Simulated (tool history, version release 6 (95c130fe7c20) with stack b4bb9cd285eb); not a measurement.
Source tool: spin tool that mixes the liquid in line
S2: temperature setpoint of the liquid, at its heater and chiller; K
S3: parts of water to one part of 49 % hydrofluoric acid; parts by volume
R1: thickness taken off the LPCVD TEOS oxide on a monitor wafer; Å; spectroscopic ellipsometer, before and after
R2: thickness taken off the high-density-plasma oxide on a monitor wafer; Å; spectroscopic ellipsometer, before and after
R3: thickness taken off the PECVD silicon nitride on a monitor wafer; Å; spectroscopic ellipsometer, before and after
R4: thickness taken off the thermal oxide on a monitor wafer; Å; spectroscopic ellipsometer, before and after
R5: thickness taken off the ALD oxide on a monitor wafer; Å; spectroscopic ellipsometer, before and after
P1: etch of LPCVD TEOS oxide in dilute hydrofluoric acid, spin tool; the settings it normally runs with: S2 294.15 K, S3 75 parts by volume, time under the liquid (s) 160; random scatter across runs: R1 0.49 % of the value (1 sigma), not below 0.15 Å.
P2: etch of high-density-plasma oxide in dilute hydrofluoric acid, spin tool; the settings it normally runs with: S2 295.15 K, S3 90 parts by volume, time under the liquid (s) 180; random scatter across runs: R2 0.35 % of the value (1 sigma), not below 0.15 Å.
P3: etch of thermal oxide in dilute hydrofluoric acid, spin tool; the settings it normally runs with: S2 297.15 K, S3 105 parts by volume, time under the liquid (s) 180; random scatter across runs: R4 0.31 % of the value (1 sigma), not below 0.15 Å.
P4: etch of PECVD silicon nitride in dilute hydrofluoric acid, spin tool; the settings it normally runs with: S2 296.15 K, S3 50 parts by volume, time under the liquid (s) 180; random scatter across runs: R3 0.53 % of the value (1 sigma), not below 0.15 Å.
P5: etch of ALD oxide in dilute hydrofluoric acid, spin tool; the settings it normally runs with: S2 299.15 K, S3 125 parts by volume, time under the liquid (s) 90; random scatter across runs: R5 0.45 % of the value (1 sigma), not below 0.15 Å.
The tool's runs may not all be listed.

run 1 hour=2.5 | process_that_ran=P1 S2=294.15 S3=75 time_under_the_liquid_(s)=160 | R1=524.26
run 2 hour=5.6 | process_that_ran=P1 S2=290.15 S3=75 time_under_the_liquid_(s)=160 | R1=442.08
run 3 hour=9.6 | process_that_ran=P2 S2=295.15 S3=90 time_under_the_liquid_(s)=180 | R2=98.876
run 4 hour=12.5 | process_that_ran=P1 S2=294.15 S3=75 time_under_the_liquid_(s)=160 | R1=527.66
run 5 hour=15.8 | process_that_ran=P2 S2=295.15 S3=90 time_under_the_liquid_(s)=65 | R2=35.775
run 6 hour=18.2 | process_that_ran=P4 S2=296.15 S3=50 time_under_the_liquid_(s)=180 | R3=187.040
run 7 hour=22.7 | process_that_ran=P1 S2=294.15 S3=40 time_under_the_liquid_(s)=160 | R1=1030.60
run 8 hour=27.2 | process_that_ran=P1 S2=294.15 S3=110 time_under_the_liquid_(s)=160 | R1=344.67
run 9 hour=31.9 | process_that_ran=P4 S2=296.15 S3=20 time_under_the_liquid_(s)=180 | R3=457.380
run 10 hour=34.2 | process_that_ran=P3 S2=297.15 S3=160 time_under_the_liquid_(s)=180 | R4=46.123
run 11 hour=38.4 | process_that_ran=P1 S2=294.15 S3=75 time_under_the_liquid_(s)=160 | R1=528.39
run 12 hour=40.7 | process_that_ran=P2 S2=295.15 S3=55 time_under_the_liquid_(s)=180 | R2=169.410
run 13 hour=45.5 | process_that_ran=P5 S2=299.15 S3=125 time_under_the_liquid_(s)=90 | R5=84.658
run 14 hour=47.7 | process_that_ran=P4 S2=303.65 S3=50 time_under_the_liquid_(s)=180 | R3=307.730
run 15 hour=51.3 | process_that_ran=P1 S2=290.15 S3=75 time_under_the_liquid_(s)=50 | R1=138.55
run 16 hour=54.8 | process_that_ran=P2 S2=290.15 S3=90 time_under_the_liquid_(s)=180 | R2=80.421
run 17 hour=57.4 | process_that_ran=P4 S2=296.15 S3=50 time_under_the_liquid_(s)=45 | R3=46.479
run 18 hour=60.6 | process_that_ran=P3 S2=297.15 S3=105 time_under_the_liquid_(s)=320 | R4=132.530
run 19 hour=64.4 | process_that_ran=P1 S2=294.15 S3=75 time_under_the_liquid_(s)=40 | R1=131.59
run 20 hour=69.1 | process_that_ran=P5 S2=299.15 S3=125 time_under_the_liquid_(s)=90 | R5=84.861
run 21 hour=72.0 | process_that_ran=P3 S2=297.15 S3=105 time_under_the_liquid_(s)=180 | R4=74.306
run 22 hour=76.5 | process_that_ran=P1 S2=294.15 S3=130 time_under_the_liquid_(s)=95 | R1=169.36
run 23 hour=78.5 | process_that_ran=P1 S2=294.15 S3=75 time_under_the_liquid_(s)=160 | R1=524.07
run 24 hour=81.0 | process_that_ran=P1 S2=298.65 S3=75 time_under_the_liquid_(s)=160 | R1=629.15
run 25 hour=85.2 | process_that_ran=P1 S2=294.15 S3=75 time_under_the_liquid_(s)=160 | R1=528.66
run 26 hour=88.5 | process_that_ran=P1 S2=294.15 S3=75 time_under_the_liquid_(s)=160 | R1=524.76
run 27 hour=91.4 | process_that_ran=P5 S2=292.65 S3=125 time_under_the_liquid_(s)=90 | R5=65.139
run 28 hour=95.0 | process_that_ran=P1 S2=294.15 S3=75 time_under_the_liquid_(s)=240 | R1=783.79
run 29 hour=99.2 | process_that_ran=P5 S2=299.15 S3=170 time_under_the_liquid_(s)=90 | R5=59.328
run 30 hour=101.5 | process_that_ran=P1 S2=294.15 S3=75 time_under_the_liquid_(s)=160 | R1=529.77
run 31 hour=106.0 | process_that_ran=P3 S2=302.15 S3=105 time_under_the_liquid_(s)=180 | R4=90.198
run 32 hour=109.2 | process_that_ran=P5 S2=299.15 S3=125 time_under_the_liquid_(s)=40 | R5=37.488
run 33 hour=114.1 | process_that_ran=P1 S2=294.15 S3=75 time_under_the_liquid_(s)=160 | R1=525.93
run 34 hour=117.1 | process_that_ran=P1 S2=294.15 S3=75 time_under_the_liquid_(s)=160 | R1=533.55
run 35 hour=121.5 | process_that_ran=P1 S2=294.15 S3=75 time_under_the_liquid_(s)=160 | R1=547.96
run 36 hour=124.4 | process_that_ran=P1 S2=294.15 S3=75 time_under_the_liquid_(s)=160 | R1=551.16
run 37 hour=127.1 | process_that_ran=P1 S2=294.15 S3=75 time_under_the_liquid_(s)=160 | R1=553.87
run 38 hour=131.3 | process_that_ran=P1 S2=294.15 S3=75 time_under_the_liquid_(s)=160 | R1=562.35
run 39 hour=135.4 | process_that_ran=P1 S2=294.15 S3=75 time_under_the_liquid_(s)=160 | R1=558.61
run 40 hour=138.2 | process_that_ran=P1 S2=294.15 S3=75 time_under_the_liquid_(s)=160 | R1=560.47
run 41 hour=141.6 | process_that_ran=P1 S2=294.15 S3=75 time_under_the_liquid_(s)=160 | R1=561.86
run 42 hour=144.0 | process_that_ran=P1 S2=294.15 S3=75 time_under_the_liquid_(s)=160 | R1=557.95
run 43 hour=148.0 | process_that_ran=P1 S2=294.15 S3=75 time_under_the_liquid_(s)=160 | R1=565.26

The log shows P1 creeping away from where it was. Any of the 2 causes listed here, at the size stated for it, fits the log just as well as the others:
A: hydrofluoric acid flow above the setpoint (%) = 6.29
B: liquid hotter than its thermometer reads (K) = 1.62
The onset of the drift is placed at about hour 114.1.

Each of the 4 check runs below uses one wafer; its results are left as question marks. Which run tells the causes apart?
run check 1 hour=152.0 | process_that_ran=P4 S2=296.15 S3=50 time_under_the_liquid_(s)=180 | R3=?
run check 2 hour=152.0 | process_that_ran=P2 S2=295.15 S3=90 time_under_the_liquid_(s)=180 | R2=?
run check 3 hour=152.0 | process_that_ran=P3 S2=297.15 S3=105 time_under_the_liquid_(s)=180 | R4=?
run check 4 hour=152.0 | process_that_ran=P5 S2=299.15 S3=125 time_under_the_liquid_(s)=90 | R5=?

What each check would give under each cause:
check=check_1 result=R3 if_A=199.060 if_B=209.230
check=check_2 result=R2 if_A=106.130 if_B=105.910
check=check_3 result=R4 if_A=80.038 if_B=79.631
check=check_4 result=R5 if_A=90.666 if_B=89.862
How far apart the two closest causes lie, in the result that separates them most: check 1 4.98 %; check 2 0.21 %; check 3 0.51 %; check 4 0.89 %
Only check 1 tells the causes apart: in the others they would give nearly the same result.

Here is what check 1 returned: R3 207.960 Å. Which cause is it?

It is B: liquid hotter than its thermometer reads (K).

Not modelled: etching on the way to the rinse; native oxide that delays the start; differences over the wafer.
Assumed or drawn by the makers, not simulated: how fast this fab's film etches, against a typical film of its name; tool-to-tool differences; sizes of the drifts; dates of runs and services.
